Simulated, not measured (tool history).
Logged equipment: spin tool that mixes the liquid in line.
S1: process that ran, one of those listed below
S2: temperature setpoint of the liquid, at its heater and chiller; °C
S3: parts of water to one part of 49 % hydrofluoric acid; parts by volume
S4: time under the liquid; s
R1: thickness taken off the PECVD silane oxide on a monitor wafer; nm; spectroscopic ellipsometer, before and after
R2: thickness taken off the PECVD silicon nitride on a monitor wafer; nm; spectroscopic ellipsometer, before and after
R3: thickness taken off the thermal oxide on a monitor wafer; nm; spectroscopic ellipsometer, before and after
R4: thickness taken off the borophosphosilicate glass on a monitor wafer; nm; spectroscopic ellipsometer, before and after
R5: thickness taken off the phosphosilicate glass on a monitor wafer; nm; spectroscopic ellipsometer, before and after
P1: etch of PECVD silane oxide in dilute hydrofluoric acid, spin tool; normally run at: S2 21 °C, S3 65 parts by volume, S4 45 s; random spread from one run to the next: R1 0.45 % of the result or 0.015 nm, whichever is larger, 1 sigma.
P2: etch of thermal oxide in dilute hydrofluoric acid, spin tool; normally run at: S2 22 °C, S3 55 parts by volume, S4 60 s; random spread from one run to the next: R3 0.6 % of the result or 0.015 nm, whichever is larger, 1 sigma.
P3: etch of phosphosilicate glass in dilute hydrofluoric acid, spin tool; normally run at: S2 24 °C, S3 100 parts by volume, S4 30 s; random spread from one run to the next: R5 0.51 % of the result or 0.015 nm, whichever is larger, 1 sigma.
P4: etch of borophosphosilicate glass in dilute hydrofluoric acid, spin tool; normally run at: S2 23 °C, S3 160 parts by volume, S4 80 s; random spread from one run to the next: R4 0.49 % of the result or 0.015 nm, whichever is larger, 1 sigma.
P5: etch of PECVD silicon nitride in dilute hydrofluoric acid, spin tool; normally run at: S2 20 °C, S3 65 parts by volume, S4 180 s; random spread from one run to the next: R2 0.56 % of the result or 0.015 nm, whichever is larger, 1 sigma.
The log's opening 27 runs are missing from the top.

{"run": 28, "hour": 272.8, "S1": "P1", "S2": 21, "S3": 65, "S4": 20, "R1": 13.383}
{"run": 29, "hour": 281.7, "S1": "P3", "S2": 24, "S3": 100, "S4": 15, "R5": 29.466}
{"run": 30, "hour": 290.9, "S1": "P5", "S2": 20, "S3": 65, "S4": 270, "R2": 11.481}
{"run": 31, "hour": 301.7, "S1": "P1", "S2": 21, "S3": 40, "S4": 45, "R1": 50.914}
{"run": 32, "hour": 311.3, "S1": "P2", "S2": 22, "S3": 55, "S4": 120, "R3": 10.009}
{"run": 33, "hour": 322.2, "S1": "P1", "S2": 21, "S3": 65, "S4": 45, "R1": 30.247}
{"run": 34, "hour": 333.3, "S1": "P1", "S2": 21, "S3": 65, "S4": 45, "R1": 31.158}
{"run": 35, "hour": 341.9, "S1": "P1", "S2": 21, "S3": 65, "S4": 45, "R1": 31.611}
{"run": 36, "hour": 347.8, "S1": "P1", "S2": 21, "S3": 65, "S4": 45, "R1": 31.726}
{"run": 37, "hour": 355.9, "S1": "P1", "S2": 21, "S3": 65, "S4": 45, "R1": 32.081}
{"run": 38, "hour": 367.7, "S1": "P1", "S2": 21, "S3": 65, "S4": 45, "R1": 32.181}
{"run": 39, "hour": 378.8, "S1": "P1", "S2": 21, "S3": 65, "S4": 45, "R1": 32.184}

What will run 40 give?
{"run": 40, "hour": 386.6, "S1": "P1", "S2": 21, "S3": 65, "S4": 45, "R1": "?"}

R1: 32.366 nm
